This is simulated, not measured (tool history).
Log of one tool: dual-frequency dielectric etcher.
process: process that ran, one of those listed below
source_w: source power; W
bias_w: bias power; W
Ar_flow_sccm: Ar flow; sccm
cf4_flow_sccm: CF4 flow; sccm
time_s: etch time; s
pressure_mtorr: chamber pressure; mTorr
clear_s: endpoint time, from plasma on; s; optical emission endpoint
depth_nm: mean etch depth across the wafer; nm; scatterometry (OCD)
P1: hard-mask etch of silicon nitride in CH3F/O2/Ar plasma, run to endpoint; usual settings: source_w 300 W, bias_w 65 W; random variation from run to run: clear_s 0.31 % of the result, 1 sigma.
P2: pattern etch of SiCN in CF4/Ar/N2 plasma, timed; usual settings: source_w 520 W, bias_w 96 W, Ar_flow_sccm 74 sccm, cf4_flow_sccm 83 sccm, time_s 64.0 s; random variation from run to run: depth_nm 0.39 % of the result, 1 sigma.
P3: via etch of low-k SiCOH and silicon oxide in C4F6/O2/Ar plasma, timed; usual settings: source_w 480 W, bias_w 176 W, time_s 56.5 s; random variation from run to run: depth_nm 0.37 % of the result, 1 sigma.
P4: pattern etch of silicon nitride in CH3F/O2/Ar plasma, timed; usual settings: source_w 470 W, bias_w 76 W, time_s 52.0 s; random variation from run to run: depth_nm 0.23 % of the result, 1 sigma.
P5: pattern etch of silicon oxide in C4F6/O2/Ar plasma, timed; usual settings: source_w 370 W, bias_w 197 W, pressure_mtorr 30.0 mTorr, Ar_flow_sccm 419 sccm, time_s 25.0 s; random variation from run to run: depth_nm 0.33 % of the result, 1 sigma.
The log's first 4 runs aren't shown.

| run | hour | process | source_w | bias_w | Ar_flow_sccm | cf4_flow_sccm | time_s | pressure_mtorr | hours since the last wet clean | hours since the last source power generator calibration | hours since the last bias power generator calibration | clear_s | depth_nm |
|---|---|---|---|---|---|---|---|---|---|---|---|---|---|
| 5 | 54.9 | P1 | 300 | 65 |  |  |  |  | 185.1 | 2360.9 | 1835.2 | 95.597 |  |
| 6 | 68.4 | P4 | 470 | 76 |  |  | 52.0 |  | 198.6 | 2374.4 | 1848.7 |  | 39.897 |
| 7 | 79.0 | P1 | 300 | 65 |  |  |  |  | 209.2 | 2385.0 | 1859.3 | 95.721 |  |
| 8 | 91.7 | P5 | 370 | 197 | 284 |  | 25.0 | 30.0 | 221.9 | 2397.7 | 1872.0 |  | 79.005 |
| 9 | 100.4 | P1 | 300 | 65 |  |  |  |  | 230.6 | 2406.4 | 1880.7 | 95.694 |  |
| 10 | 114.3 | P3 | 480 | 176 |  |  | 56.5 |  | 244.5 | 2420.3 | 1894.6 |  | 154.570 |
| 11 | 125.1 | P3 | 480 | 176 |  |  | 72.0 |  | 255.3 | 2431.1 | 1905.4 |  | 196.820 |
| 12 | 135.8 | P5 | 370 | 197 | 419 |  | 25.0 | 30.0 | 266.0 | 2441.8 | 1916.1 |  | 75.694 |
| 13 | 142.9 | P2 | 520 | 96 | 74 | 83 | 64.0 |  | 273.1 | 2448.9 | 1923.2 |  | 71.562 |
| 14 | 154.2 | P2 | 520 | 63 | 74 | 83 | 64.0 |  | 284.4 | 2460.2 | 1934.5 |  | 62.719 |
| 15 | 164.2 | P3 | 590 | 176 |  |  | 56.5 |  | 294.4 | 2470.2 | 1944.5 |  | 168.030 |
| 16 | 178.8 | P1 | 190 | 65 |  |  |  |  | 309.0 | 2484.8 | 1959.1 | 113.080 |  |
| 17 | 189.2 | P2 | 730 | 96 | 74 | 83 | 64.0 |  | 319.4 | 2495.2 | 1969.5 |  | 97.496 |
| 18 | 198.7 | P4 | 470 | 96 |  |  | 52.0 |  | 328.9 | 2504.7 | 1979.0 |  | 43.139 |
| 19 | 210.0 | P1 | 410 | 65 |  |  |  |  | 340.2 | 2516.0 | 1990.3 | 84.578 |  |
| 20 | 225.4 | P1 | 300 | 79 |  |  |  |  | 355.6 | 2531.4 | 2005.7 | 89.302 |  |
| 21 | 239.1 | P4 | 660 | 76 |  |  | 52.0 |  | 369.3 | 2545.1 | 2019.4 |  | 45.315 |
| 22 | 255.0 | P1 | 250 | 80 |  |  |  |  | 385.2 | 2561.0 | 2035.3 | 95.192 |  |
| 23 | 268.4 | P2 | 520 | 96 | 101 | 83 | 64.0 |  | 398.6 | 2574.4 | 2048.7 |  | 69.427 |
| 24 | 280.7 | P5 | 370 | 197 | 419 |  | 25.0 | 35.5 | 410.9 | 2586.7 | 2061.0 |  | 74.629 |
| 25 | 292.5 | P5 | 370 | 197 | 419 |  | 35.0 | 30.0 | 422.7 | 2598.5 | 2072.8 |  | 106.760 |
| 26 | 299.8 | P3 | 480 | 176 |  |  | 56.5 |  | 430.0 | 2605.8 | 2080.1 |  | 154.260 |
| 27 | 311.9 | P2 | 520 | 96 | 74 | 83 | 86.5 |  | 442.1 | 2617.9 | 2092.2 |  | 97.041 |
| 28 | 325.0 | P3 | 480 | 118 |  |  | 56.5 |  | 455.2 | 2631.0 | 2105.3 |  | 137.030 |
| 29 | 339.7 | P1 | 300 | 65 |  |  |  |  | 469.9 | 2645.7 | 2120.0 | 95.104 |  |

The next listed run, before its measurement:
| 30 | 346.9 | P1 | 300 | 47 |  |  |  |  | 477.1 | 2652.9 | 2127.2 | ? |  |

clear_s: 105.530 s

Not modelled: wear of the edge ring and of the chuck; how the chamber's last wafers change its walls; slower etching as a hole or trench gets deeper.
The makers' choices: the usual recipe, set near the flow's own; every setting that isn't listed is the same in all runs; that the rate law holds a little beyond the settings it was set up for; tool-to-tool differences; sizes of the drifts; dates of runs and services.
